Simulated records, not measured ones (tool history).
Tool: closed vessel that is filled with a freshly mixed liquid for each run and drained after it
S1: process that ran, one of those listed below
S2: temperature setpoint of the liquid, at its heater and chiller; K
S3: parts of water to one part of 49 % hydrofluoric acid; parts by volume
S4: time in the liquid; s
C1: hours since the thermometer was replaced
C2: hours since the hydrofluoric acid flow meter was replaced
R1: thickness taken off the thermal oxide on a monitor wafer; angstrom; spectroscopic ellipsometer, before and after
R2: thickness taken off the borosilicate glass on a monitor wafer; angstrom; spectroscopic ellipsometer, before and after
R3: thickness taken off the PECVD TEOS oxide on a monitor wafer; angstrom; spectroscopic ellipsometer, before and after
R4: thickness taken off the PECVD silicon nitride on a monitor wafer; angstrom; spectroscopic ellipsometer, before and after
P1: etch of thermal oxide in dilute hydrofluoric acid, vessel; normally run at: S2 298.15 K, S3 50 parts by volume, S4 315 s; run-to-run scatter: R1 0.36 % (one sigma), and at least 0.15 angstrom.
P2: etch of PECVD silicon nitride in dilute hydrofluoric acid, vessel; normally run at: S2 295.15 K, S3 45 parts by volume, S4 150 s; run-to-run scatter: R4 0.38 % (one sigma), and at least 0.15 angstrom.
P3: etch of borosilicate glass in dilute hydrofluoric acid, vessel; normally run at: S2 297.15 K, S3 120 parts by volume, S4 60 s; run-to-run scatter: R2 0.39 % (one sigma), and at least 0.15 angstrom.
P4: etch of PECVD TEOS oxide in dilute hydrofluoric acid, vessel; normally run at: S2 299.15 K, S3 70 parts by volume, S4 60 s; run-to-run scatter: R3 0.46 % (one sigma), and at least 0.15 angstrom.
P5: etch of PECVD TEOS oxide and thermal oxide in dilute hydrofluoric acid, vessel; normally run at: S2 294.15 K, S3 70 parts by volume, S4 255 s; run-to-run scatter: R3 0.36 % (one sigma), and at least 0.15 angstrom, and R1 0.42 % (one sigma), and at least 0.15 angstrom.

{"run": 1, "hour": 15.4, "S1": "P1", "S2": 298.15, "S3": 50, "S4": 315, "C1": 382.5, "C2": 659.5, "R1": 323.46}
{"run": 2, "hour": 29.9, "S1": "P3", "S2": 297.15, "S3": 120, "S4": 60, "C1": 397, "C2": 674, "R2": 184.61}
{"run": 3, "hour": 44.1, "S1": "P4", "S2": 299.15, "S3": 70, "S4": 30, "C1": 411.2, "C2": 688.2, "R3": 71.637}
{"run": 4, "hour": 59.9, "S1": "P2", "S2": 302.15, "S3": 45, "S4": 150, "C1": 427, "C2": 704, "R4": 84.998}
{"run": 5, "hour": 69.3, "S1": "P1", "S2": 298.15, "S3": 50, "S4": 315, "C1": 436.4, "C2": 713.4, "R1": 325.38}
{"run": 6, "hour": 82.0, "S1": "P2", "S2": 295.15, "S3": 45, "S4": 50, "C1": 449.1, "C2": 726.1, "R4": 17.332}
{"run": 7, "hour": 92.0, "S1": "P4", "S2": 299.15, "S3": 40, "S4": 60, "C1": 459.1, "C2": 736.1, "R3": 261.07}
{"run": 8, "hour": 101.5, "S1": "P1", "S2": 290.65, "S3": 50, "S4": 525, "C1": 468.6, "C2": 745.6, "R1": 395.2}
{"run": 9, "hour": 112.6, "S1": "P1", "S2": 304.65, "S3": 30, "S4": 315, "C1": 479.7, "C2": 756.7, "R1": 720.97}
{"run": 10, "hour": 129.5, "S1": "P1", "S2": 303.65, "S3": 50, "S4": 315, "C1": 496.6, "C2": 773.6, "R1": 403.29}
{"run": 11, "hour": 141.3, "S1": "P1", "S2": 298.15, "S3": 50, "S4": 315, "C1": 508.4, "C2": 785.4, "R1": 326.82}
{"run": 12, "hour": 153.8, "S1": "P5", "S2": 294.15, "S3": 70, "S4": 255, "C1": 520.9, "C2": 797.9, "R1": 163.46, "R3": 599.48}
{"run": 13, "hour": 162.2, "S1": "P5", "S2": 294.15, "S3": 70, "S4": 255, "C1": 529.3, "C2": 806.3, "R1": 163.04, "R3": 605.49}
{"hour": 163.3, "done": "thermometer replaced"}
{"run": 14, "hour": 176.3, "S1": "P1", "S2": 298.15, "S3": 50, "S4": 315, "C1": 13, "C2": 820.4, "R1": 324.47}
{"run": 15, "hour": 190.3, "S1": "P2", "S2": 295.15, "S3": 45, "S4": 150, "C1": 27, "C2": 834.4, "R4": 53.232}
{"hour": 198.9, "done": "hydrofluoric acid flow meter replaced"}
{"run": 16, "hour": 202.4, "S1": "P5", "S2": 294.15, "S3": 25, "S4": 255, "C1": 39.1, "C2": 3.6, "R1": 481.34, "R3": 1779}
{"run": 17, "hour": 215.4, "S1": "P2", "S2": 295.15, "S3": 20, "S4": 150, "C1": 52.1, "C2": 16.6, "R4": 116.13}
{"run": 18, "hour": 228.9, "S1": "P1", "S2": 298.15, "S3": 50, "S4": 315, "C1": 65.6, "C2": 30.1, "R1": 322.59}
{"run": 19, "hour": 244.6, "S1": "P1", "S2": 298.15, "S3": 50, "S4": 315, "C1": 81.3, "C2": 45.8, "R1": 323.85}
{"run": 20, "hour": 261.5, "S1": "P3", "S2": 297.15, "S3": 30, "S4": 60, "C1": 98.2, "C2": 62.7, "R2": 831.72}
{"run": 21, "hour": 276.9, "S1": "P1", "S2": 298.15, "S3": 50, "S4": 90, "C1": 113.6, "C2": 78.1, "R1": 91.616}
{"run": 22, "hour": 293.5, "S1": "P4", "S2": 299.15, "S3": 70, "S4": 60, "C1": 130.2, "C2": 94.7, "R3": 143.87}
{"run": 23, "hour": 308.9, "S1": "P5", "S2": 302.15, "S3": 70, "S4": 255, "C1": 145.6, "C2": 110.1, "R1": 225.68, "R3": 828.59}
{"run": 24, "hour": 322.9, "S1": "P3", "S2": 297.15, "S3": 120, "S4": 30, "C1": 159.6, "C2": 124.1, "R2": 91.863}
{"run": 25, "hour": 330.7, "S1": "P1", "S2": 298.15, "S3": 50, "S4": 495, "C1": 167.4, "C2": 131.9, "R1": 507.31}
{"run": 26, "hour": 341.1, "S1": "P4", "S2": 291.65, "S3": 70, "S4": 60, "C1": 177.8, "C2": 142.3, "R3": 105.28}
{"run": 27, "hour": 354.1, "S1": "P1", "S2": 298.15, "S3": 75, "S4": 315, "C1": 190.8, "C2": 155.3, "R1": 209.26}
{"run": 28, "hour": 369.6, "S1": "P5", "S2": 294.15, "S3": 70, "S4": 60, "C1": 206.3, "C2": 170.8, "R1": 38.49, "R3": 142.58}
{"run": 29, "hour": 378.9, "S1": "P1", "S2": 298.15, "S3": 50, "S4": 315, "C1": 215.6, "C2": 180.1, "R1": 326.3}
{"run": 30, "hour": 393.8, "S1": "P1", "S2": 298.15, "S3": 25, "S4": 315, "C1": 230.5, "C2": 195, "R1": 674.87}
{"run": 31, "hour": 403.1, "S1": "P1", "S2": 290.15, "S3": 50, "S4": 315, "C1": 239.8, "C2": 204.3, "R1": 230.33}
{"run": 32, "hour": 410.6, "S1": "P3", "S2": 305.15, "S3": 120, "S4": 60, "C1": 247.3, "C2": 211.8, "R2": 249.86}
{"run": 33, "hour": 422.0, "S1": "P1", "S2": 298.15, "S3": 50, "S4": 315, "C1": 258.7, "C2": 223.2, "R1": 325.42}
{"run": 34, "hour": 430.1, "S1": "P1", "S2": 298.15, "S3": 50, "S4": 315, "C1": 266.8, "C2": 231.3, "R1": 331.54}
{"run": 35, "hour": 439.9, "S1": "P1", "S2": 298.15, "S3": 50, "S4": 315, "C1": 276.6, "C2": 241.1, "R1": 340.36}
{"run": 36, "hour": 450.3, "S1": "P1", "S2": 298.15, "S3": 50, "S4": 315, "C1": 287, "C2": 251.5, "R1": 346.52}
{"run": 37, "hour": 463.8, "S1": "P1", "S2": 298.15, "S3": 50, "S4": 315, "C1": 300.5, "C2": 265, "R1": 350.85}
{"run": 38, "hour": 478.4, "S1": "P1", "S2": 298.15, "S3": 50, "S4": 315, "C1": 315.1, "C2": 279.6, "R1": 351.82}
{"run": 39, "hour": 494.7, "S1": "P1", "S2": 298.15, "S3": 50, "S4": 315, "C1": 331.4, "C2": 295.9, "R1": 356}
{"run": 40, "hour": 510.5, "S1": "P1", "S2": 298.15, "S3": 50, "S4": 315, "C1": 347.2, "C2": 311.7, "R1": 353.91}
{"run": 41, "hour": 518.9, "S1": "P1", "S2": 298.15, "S3": 50, "S4": 315, "C1": 355.6, "C2": 320.1, "R1": 357.28}
{"run": 42, "hour": 534.5, "S1": "P1", "S2": 298.15, "S3": 50, "S4": 315, "C1": 371.2, "C2": 335.7, "R1": 357.2}

What P1 gives has crept away from where it was. These 2 causes fit the log equally well, each at the size given:
A: hydrofluoric acid flow above the setpoint (%) = 9.37
B: liquid hotter than its thermometer reads (K) = 2.36
The creep began at about hour 422.

4 check runs are offered, one wafer each, their results left as question marks. Which one tells the causes apart?
{"run": "check 1", "hour": 550.1, "S1": "P5", "S2": 294.15, "S3": 70, "S4": 110, "R1": "?", "R3": "?"}
{"run": "check 2", "hour": 550.1, "S1": "P2", "S2": 298.65, "S3": 45, "S4": 150, "R4": "?"}
{"run": "check 3", "hour": 550.1, "S1": "P3", "S2": 304.65, "S3": 30, "S4": 60, "R2": "?"}
{"run": "check 4", "hour": 550.1, "S1": "P4", "S2": 299.15, "S3": 50, "S4": 30, "R3": "?"}

What each check would give under each cause:
check=check_1 result=R1 if_A=77.385 if_B=77.404
check=check_1 result=R3 if_A=285.52 if_B=285.59
check=check_2 result=R4 if_A=73.351 if_B=78.569
check=check_3 result=R2 if_A=1237.9 if_B=1236.5
check=check_4 result=R3 if_A=113.94 if_B=113.85
How far apart the two closest causes lie, in the result that separates them most: check 1 0.03 %; check 2 6.87 %; check 3 0.12 %; check 4 0.08 %
Check 2 tells the causes apart: in the others they would give nearly the same result.

Check 2 was then run and gave: R4 73.394 angstrom. Which cause is it?

It is A: hydrofluoric acid flow above the setpoint (%).
